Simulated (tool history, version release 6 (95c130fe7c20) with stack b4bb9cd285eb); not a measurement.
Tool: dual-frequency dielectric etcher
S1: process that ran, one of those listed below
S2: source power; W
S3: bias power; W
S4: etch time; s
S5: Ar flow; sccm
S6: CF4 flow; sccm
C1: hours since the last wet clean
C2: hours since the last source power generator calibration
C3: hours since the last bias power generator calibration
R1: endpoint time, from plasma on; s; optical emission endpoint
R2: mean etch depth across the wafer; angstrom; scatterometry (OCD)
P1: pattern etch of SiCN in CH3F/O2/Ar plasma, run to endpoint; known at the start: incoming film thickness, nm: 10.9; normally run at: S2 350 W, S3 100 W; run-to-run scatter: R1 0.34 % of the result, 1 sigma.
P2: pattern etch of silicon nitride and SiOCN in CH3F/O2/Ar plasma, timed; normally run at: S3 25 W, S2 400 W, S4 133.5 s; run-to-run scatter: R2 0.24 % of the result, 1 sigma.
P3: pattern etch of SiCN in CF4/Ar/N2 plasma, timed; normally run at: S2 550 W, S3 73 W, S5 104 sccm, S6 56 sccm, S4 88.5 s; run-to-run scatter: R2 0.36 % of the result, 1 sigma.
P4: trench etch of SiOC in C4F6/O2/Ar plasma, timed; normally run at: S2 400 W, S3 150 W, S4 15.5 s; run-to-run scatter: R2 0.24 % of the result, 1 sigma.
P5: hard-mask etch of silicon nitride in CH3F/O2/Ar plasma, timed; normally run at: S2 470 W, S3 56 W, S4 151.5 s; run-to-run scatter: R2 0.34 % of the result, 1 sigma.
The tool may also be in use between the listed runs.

run,hour,S1,S2,S3,S4,S5,S6,C1,C2,C3,R1,R2
1,17.3,P1,350,100,,,,199.4,905.3,3310.8,27.479,
2,30.6,P2,500,25,133.5,,,212.7,918.6,3324.1,,201.23
3,48.4,P3,550,73,88.5,126,56,230.5,936.4,3341.9,,854.05
4,61.2,P1,240,120,,,,243.3,949.2,3354.7,29.286,
5,78.3,P1,350,100,,,,260.4,966.3,3371.8,27.366,
6,86.9,P5,470,56,151.5,,,269,974.9,3380.4,,1039.3
7,100.1,P1,350,100,,,,282.2,988.1,3393.6,27.168,
8,112.3,P1,220,100,,,,294.4,1000.3,3405.8,32.478,
9,125.5,P3,710,73,88.5,104,56,307.6,1013.5,3419,,1104.1
10,141.8,P4,310,150,15.5,,,323.9,1029.8,3435.3,,283.84
11,156.5,P1,440,100,,,,338.6,1044.5,3450,25.032,
12,173.7,P3,550,73,88.5,104,39,355.8,1061.7,3467.2,,830.83
13,184.3,P1,350,142,,,,366.4,1072.3,3477.8,23.962,
14,196.6,P5,470,56,151.5,,,378.7,1084.6,3490.1,,1040.5
15,212,P1,350,59,,,,394.1,1100,3505.5,33.028,
16,224,P3,550,73,51,104,56,406.1,1112,3517.5,,508.15
17,239.9,P2,400,25,177,,,422,1127.9,3533.4,,247.08
18,249.6,P5,470,56,110.5,,,431.7,1137.6,3543.1,,753.83
19,261.1,P1,350,100,,,,443.2,1149.1,3554.6,27.425,
20,272,P4,400,150,15.5,,,454.1,1160,3565.5,,313.85
21,287.6,P3,550,89,88.5,104,56,469.7,1175.6,3581.1,,946.3
22,305,P5,470,38,151.5,,,487.1,1193,3598.5,,922.16
23,316.7,P4,400,184,15.5,,,498.8,1204.7,3610.2,,334.43
24,330.1,P1,220,132,,,,512.2,1218.1,3623.6,29.139,
25,338.5,P2,400,25,133.5,,,520.6,1226.5,3632,,186.69
26,353.9,P2,400,16,133.5,,,536,1241.9,3647.4,,154.14
27,367.6,P4,400,150,21,,,549.7,1255.6,3661.1,,425.44
28,378.7,P1,350,100,,,,560.8,1266.7,3672.2,27.485,
29,393.2,P5,560,56,151.5,,,575.3,1281.2,3686.7,,1110.2
30,404.1,P3,550,73,88.5,104,56,586.2,1292.1,3697.6,,880.3
31,412,P2,400,25,133.5,,,594.1,1300,3705.5,,186.67
32,429.2,P1,350,100,,,,611.3,1317.2,3722.7,27.372,
33,445.6,P1,350,100,,,,627.7,1333.6,3739.1,27.173,
34,459.7,P1,350,100,,,,641.8,1347.7,3753.2,26.899,
35,476.8,P1,350,100,,,,658.9,1364.8,3770.3,27.031,
36,489,P1,350,100,,,,671.1,1377,3782.5,27.029,
37,505.8,P1,350,100,,,,687.9,1393.8,3799.3,27.12,
38,519.1,P1,350,100,,,,701.2,1407.1,3812.6,26.929,
# hour 531: wet clean of the chamber
39,531.1,P1,350,100,,,,0.2,1419.1,3824.6,26.784,
40,547,P1,350,100,,,,16.1,1435,3840.5,26.97,
41,556.9,P1,350,100,,,,26,1444.9,3850.4,26.907,
42,570.6,P1,350,100,,,,39.7,1458.6,3864.1,26.94,

What P1 gives has crept away from where it was. These 2 causes fit the log equally well, each at the size given:
A: bias power that arrives over what is set, % = 4.55
B: source power that arrives over what is set, % = 4.72
The creep began at about hour 429.2.
Why every other cause is out:
chamber walls in a state that raises the etch rate, %: serviced at hour 531, which brought nothing back

4 check runs are offered, each on 2 wafers whose results are averaged, their results left as question marks. Which one tells the causes apart?
check 1,584.3,P4,400,177,19.5,,,,,,,?
check 2,584.3,P2,400,19,133.5,,,,,,,?
check 3,584.3,P5,560,56,151.5,,,,,,,?
check 4,584.3,P3,630,73,66.5,104,56,,,,,?

What each check would give under each cause:
check,result,if A,if B
check 1,R2,421.99,423.63
check 2,R2,168.14,167.63
check 3,R2,1127,1131.5
check 4,R2,756.83,775.67
How far apart the two closest causes lie, in the result that separates them most: check 1 0.39 %; check 2 0.3 %; check 3 0.39 %; check 4 2.46 %
Check 4 tells the causes apart: in the others they would give nearly the same result.

Check 4 was then run and gave: R2 776.13 angstrom. Which cause is it?

It is B: source power that arrives over what is set, %.

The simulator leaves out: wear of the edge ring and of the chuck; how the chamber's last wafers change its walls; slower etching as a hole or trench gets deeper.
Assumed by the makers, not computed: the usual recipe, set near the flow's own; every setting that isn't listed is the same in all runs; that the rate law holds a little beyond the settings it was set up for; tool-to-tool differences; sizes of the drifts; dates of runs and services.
